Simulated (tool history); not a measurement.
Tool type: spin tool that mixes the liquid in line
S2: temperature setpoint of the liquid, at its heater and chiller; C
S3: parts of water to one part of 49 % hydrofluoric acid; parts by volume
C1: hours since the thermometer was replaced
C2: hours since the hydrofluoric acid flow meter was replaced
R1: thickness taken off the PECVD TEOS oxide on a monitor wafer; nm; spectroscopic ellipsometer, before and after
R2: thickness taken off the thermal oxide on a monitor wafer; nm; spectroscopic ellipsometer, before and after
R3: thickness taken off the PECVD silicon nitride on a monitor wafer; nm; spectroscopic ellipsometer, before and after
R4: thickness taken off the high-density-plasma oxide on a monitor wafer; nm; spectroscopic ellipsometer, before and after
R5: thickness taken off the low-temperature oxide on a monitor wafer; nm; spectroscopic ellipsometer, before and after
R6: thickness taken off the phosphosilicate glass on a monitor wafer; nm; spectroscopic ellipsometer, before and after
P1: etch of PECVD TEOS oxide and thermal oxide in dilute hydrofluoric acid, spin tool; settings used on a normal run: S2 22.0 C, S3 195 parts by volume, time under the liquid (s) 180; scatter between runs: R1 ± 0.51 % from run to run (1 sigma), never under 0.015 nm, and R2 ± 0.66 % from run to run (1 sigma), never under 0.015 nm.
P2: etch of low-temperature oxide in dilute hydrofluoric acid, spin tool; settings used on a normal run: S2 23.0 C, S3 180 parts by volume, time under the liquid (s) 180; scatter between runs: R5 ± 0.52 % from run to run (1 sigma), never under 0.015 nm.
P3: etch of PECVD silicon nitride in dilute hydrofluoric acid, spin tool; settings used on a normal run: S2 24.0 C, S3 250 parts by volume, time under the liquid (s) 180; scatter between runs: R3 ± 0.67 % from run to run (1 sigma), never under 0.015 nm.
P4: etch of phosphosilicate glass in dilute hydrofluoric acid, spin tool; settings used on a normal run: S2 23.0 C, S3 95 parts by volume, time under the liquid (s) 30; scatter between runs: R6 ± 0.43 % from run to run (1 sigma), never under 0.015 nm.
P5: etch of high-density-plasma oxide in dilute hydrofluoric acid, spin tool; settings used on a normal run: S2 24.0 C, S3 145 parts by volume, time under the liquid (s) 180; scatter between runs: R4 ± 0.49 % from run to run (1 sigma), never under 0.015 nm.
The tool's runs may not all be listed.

run 1 hour=7.5 | process_that_ran=P1 S2=22.0 S3=195 time_under_the_liquid_(s)=180 | C1=336.8 C2=555.7 | R1=7.5140 R2=3.5892
run 2 hour=14.9 | process_that_ran=P3 S2=24.0 S3=250 time_under_the_liquid_(s)=180 | C1=344.2 C2=563.1 | R3=4.09620
run 3 hour=20.2 | process_that_ran=P1 S2=22.0 S3=195 time_under_the_liquid_(s)=85 | C1=349.5 C2=568.4 | R1=3.5450 R2=1.6719
run 4 hour=30.4 | process_that_ran=P5 S2=17.0 S3=145 time_under_the_liquid_(s)=180 | C1=359.7 C2=578.6 | R4=6.1251
run 5 hour=37.2 | process_that_ran=P2 S2=23.0 S3=95 time_under_the_liquid_(s)=180 | C1=366.5 C2=585.4 | R5=31.583
run 6 hour=44.6 | process_that_ran=P3 S2=24.0 S3=250 time_under_the_liquid_(s)=180 | C1=373.9 C2=592.8 | R3=4.09400
run 7 hour=54.4 | process_that_ran=P1 S2=17.0 S3=195 time_under_the_liquid_(s)=345 | C1=383.7 C2=602.6 | R1=11.7980 R2=5.6386
run 8 hour=63.3 | process_that_ran=P4 S2=31.0 S3=95 time_under_the_liquid_(s)=30 | C1=392.6 C2=611.5 | R6=32.893
run 9 hour=73.0 | process_that_ran=P1 S2=22.0 S3=195 time_under_the_liquid_(s)=180 | C1=402.3 C2=621.2 | R1=7.4852 R2=3.5636
run 10 hour=81.8 | process_that_ran=P4 S2=23.0 S3=135 time_under_the_liquid_(s)=30 | C1=411.1 C2=630.0 | R6=16.164
run 11 hour=88.5 | process_that_ran=P2 S2=17.0 S3=180 time_under_the_liquid_(s)=180 | C1=417.8 C2=636.7 | R5=11.960
run 12 hour=95.7 | process_that_ran=P4 S2=23.0 S3=95 time_under_the_liquid_(s)=30 | C1=425.0 C2=643.9 | R6=24.101
run 13 hour=105.3 | process_that_ran=P1 S2=22.0 S3=195 time_under_the_liquid_(s)=180 | C1=434.6 C2=653.5 | R1=7.4902 R2=3.5800
run 14 hour=111.8 | process_that_ran=P1 S2=25.5 S3=195 time_under_the_liquid_(s)=180 | C1=441.1 C2=660.0 | R1=8.5992 R2=4.0962
run 15 hour=117.7 | process_that_ran=P5 S2=24.0 S3=250 time_under_the_liquid_(s)=180 | C1=447.0 C2=665.9 | R4=4.2163
run 16 hour=128.0 | process_that_ran=P3 S2=24.0 S3=250 time_under_the_liquid_(s)=15 | C1=457.3 C2=676.2 | R3=0.36042
run 17 hour=137.2 | process_that_ran=P1 S2=17.0 S3=195 time_under_the_liquid_(s)=180 | C1=466.5 C2=685.4 | R1=6.1892 R2=2.9465
run 18 hour=145.0 | process_that_ran=P1 S2=22.0 S3=45 time_under_the_liquid_(s)=180 | C1=474.3 C2=693.2 | R1=38.5890 R2=18.3740
run 19 hour=156.9 | process_that_ran=P5 S2=24.0 S3=145 time_under_the_liquid_(s)=180 | C1=486.2 C2=705.1 | R4=8.0775
run 20 hour=169.2 | process_that_ran=P2 S2=23.0 S3=180 time_under_the_liquid_(s)=285 | C1=498.5 C2=717.4 | R5=24.169

Run 21 is up next; what results do you expect?
run 21 hour=176.2 | process_that_ran=P1 S2=22.0 S3=195 time_under_the_liquid_(s)=180 | C1=505.5 C2=724.4 | R1=? R2=?

R1: 7.4776 nm
R2: 3.6128 nm

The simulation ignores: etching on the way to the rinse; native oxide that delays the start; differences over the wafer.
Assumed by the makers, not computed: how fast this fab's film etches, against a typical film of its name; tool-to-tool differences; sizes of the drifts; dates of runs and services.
